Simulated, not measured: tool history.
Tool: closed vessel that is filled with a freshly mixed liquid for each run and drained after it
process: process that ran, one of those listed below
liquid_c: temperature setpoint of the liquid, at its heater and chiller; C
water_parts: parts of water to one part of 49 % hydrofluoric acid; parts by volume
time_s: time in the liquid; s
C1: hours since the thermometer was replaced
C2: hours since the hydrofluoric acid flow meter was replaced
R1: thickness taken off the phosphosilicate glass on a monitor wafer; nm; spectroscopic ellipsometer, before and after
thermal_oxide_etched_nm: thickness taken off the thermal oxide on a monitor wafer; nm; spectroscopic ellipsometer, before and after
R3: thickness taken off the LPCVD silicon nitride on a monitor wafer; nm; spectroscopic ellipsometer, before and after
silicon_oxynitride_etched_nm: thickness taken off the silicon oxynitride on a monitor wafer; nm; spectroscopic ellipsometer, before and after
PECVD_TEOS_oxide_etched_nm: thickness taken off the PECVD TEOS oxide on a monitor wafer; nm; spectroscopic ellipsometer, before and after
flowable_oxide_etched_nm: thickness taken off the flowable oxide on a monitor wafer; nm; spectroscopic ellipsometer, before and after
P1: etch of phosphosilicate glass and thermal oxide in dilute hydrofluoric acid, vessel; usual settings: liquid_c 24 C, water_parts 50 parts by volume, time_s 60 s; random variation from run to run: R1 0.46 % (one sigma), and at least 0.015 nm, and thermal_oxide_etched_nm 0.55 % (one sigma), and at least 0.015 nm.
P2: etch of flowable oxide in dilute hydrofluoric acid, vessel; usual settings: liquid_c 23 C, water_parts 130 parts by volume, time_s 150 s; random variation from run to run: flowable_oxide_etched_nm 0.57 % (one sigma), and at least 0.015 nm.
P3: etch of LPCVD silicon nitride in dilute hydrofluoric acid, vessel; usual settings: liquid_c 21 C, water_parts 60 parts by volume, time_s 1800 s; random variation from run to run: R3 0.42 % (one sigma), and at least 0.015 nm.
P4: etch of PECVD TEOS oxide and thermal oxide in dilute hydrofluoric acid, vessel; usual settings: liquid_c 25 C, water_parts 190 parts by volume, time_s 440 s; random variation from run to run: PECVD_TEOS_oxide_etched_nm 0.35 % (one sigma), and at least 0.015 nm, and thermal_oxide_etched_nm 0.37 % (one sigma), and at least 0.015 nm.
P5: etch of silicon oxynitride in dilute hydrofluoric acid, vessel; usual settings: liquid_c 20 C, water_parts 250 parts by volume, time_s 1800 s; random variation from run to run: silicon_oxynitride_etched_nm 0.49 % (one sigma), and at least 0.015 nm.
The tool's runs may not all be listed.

run 1 hour=4.1 | process=P1 liquid_c=24 water_parts=50 time_s=60 | C1=1141 C2=647.4 | R1=78.399 thermal_oxide_etched_nm=6.169
run 2 hour=7.7 | process=P1 liquid_c=24 water_parts=50 time_s=30 | C1=1144.6 C2=651 | R1=39.375 thermal_oxide_etched_nm=3.0733
run 3 hour=11.5 | process=P3 liquid_c=21 water_parts=90 time_s=1800 | C1=1148.4 C2=654.8 | R3=7.4242
run 4 hour=16.6 | process=P5 liquid_c=20 water_parts=250 time_s=795 | C1=1153.5 C2=659.9 | silicon_oxynitride_etched_nm=7.0594
run 5 hour=20.6 | process=P5 liquid_c=20 water_parts=250 time_s=1800 | C1=1157.5 C2=663.9 | silicon_oxynitride_etched_nm=16.105
run 6 hour=26.5 | process=P4 liquid_c=25 water_parts=190 time_s=440 | C1=1163.4 C2=669.8 | thermal_oxide_etched_nm=10.37 PECVD_TEOS_oxide_etched_nm=47.647
run 7 hour=32 | process=P2 liquid_c=23 water_parts=185 time_s=150 | C1=1168.9 C2=675.3 | flowable_oxide_etched_nm=18.403
run 8 hour=37.9 | process=P3 liquid_c=21 water_parts=60 time_s=155 | C1=1174.8 C2=681.2 | R3=0.94258
run 9 hour=42.2 | process=P1 liquid_c=24 water_parts=25 time_s=85 | C1=1179.1 C2=685.5 | R1=231.71 thermal_oxide_etched_nm=17.99
run 10 hour=47.1 | process=P1 liquid_c=24 water_parts=50 time_s=105 | C1=1184 C2=690.4 | R1=138.03 thermal_oxide_etched_nm=10.738
run 11 hour=50.4 | process=P5 liquid_c=20 water_parts=250 time_s=1800 | C1=1187.3 C2=693.7 | silicon_oxynitride_etched_nm=16.086
run 12 hour=55.2 | process=P1 liquid_c=31 water_parts=50 time_s=30 | C1=1192.1 C2=698.5 | R1=52.322 thermal_oxide_etched_nm=4.0228
run 13 hour=61.7 | process=P1 liquid_c=24 water_parts=70 time_s=60 | C1=1198.6 C2=705 | R1=54.505 thermal_oxide_etched_nm=4.2458
run 14 hour=67.4 | process=P4 liquid_c=25 water_parts=40 time_s=440 | C1=1204.3 C2=710.7 | thermal_oxide_etched_nm=59.266 PECVD_TEOS_oxide_etched_nm=271.45
run 15 hour=73.4 | process=P3 liquid_c=21 water_parts=60 time_s=1800 | C1=1210.3 C2=716.7 | R3=10.93
run 16 hour=78.5 | process=P1 liquid_c=24 water_parts=50 time_s=60 | C1=1215.4 C2=721.8 | R1=78.963 thermal_oxide_etched_nm=6.1665
run 17 hour=82.1 | process=P5 liquid_c=17 water_parts=250 time_s=1800 | C1=1219 C2=725.4 | silicon_oxynitride_etched_nm=13.89
run 18 hour=88.2 | process=P3 liquid_c=21 water_parts=60 time_s=1800 | C1=1225.1 C2=731.5 | R3=10.968
run 19 hour=91.7 | process=P5 liquid_c=20 water_parts=400 time_s=1800 | C1=1228.6 C2=735 | silicon_oxynitride_etched_nm=9.2233
run 20 hour=96.8 | process=P1 liquid_c=17 water_parts=50 time_s=60 | C1=1233.7 C2=740.1 | R1=57.94 thermal_oxide_etched_nm=4.5615
run 21 hour=101.8 | process=P1 liquid_c=29 water_parts=50 time_s=60 | C1=1238.7 C2=745.1 | R1=96.592 thermal_oxide_etched_nm=7.4764
run 22 hour=107.7 | process=P2 liquid_c=17 water_parts=130 time_s=150 | C1=1244.6 C2=751 | flowable_oxide_etched_nm=21.364
run 23 hour=112.1 | process=P1 liquid_c=24 water_parts=50 time_s=60 | C1=1249 C2=755.4 | R1=78.46 thermal_oxide_etched_nm=6.222

Run 24 comes next. What will it give?
run 24 hour=115.5 | process=P1 liquid_c=24 water_parts=30 time_s=60 | C1=1252.4 C2=758.8 | R1=? thermal_oxide_etched_nm=?

R1: 135.64 nm
thermal_oxide_etched_nm: 10.53 nm
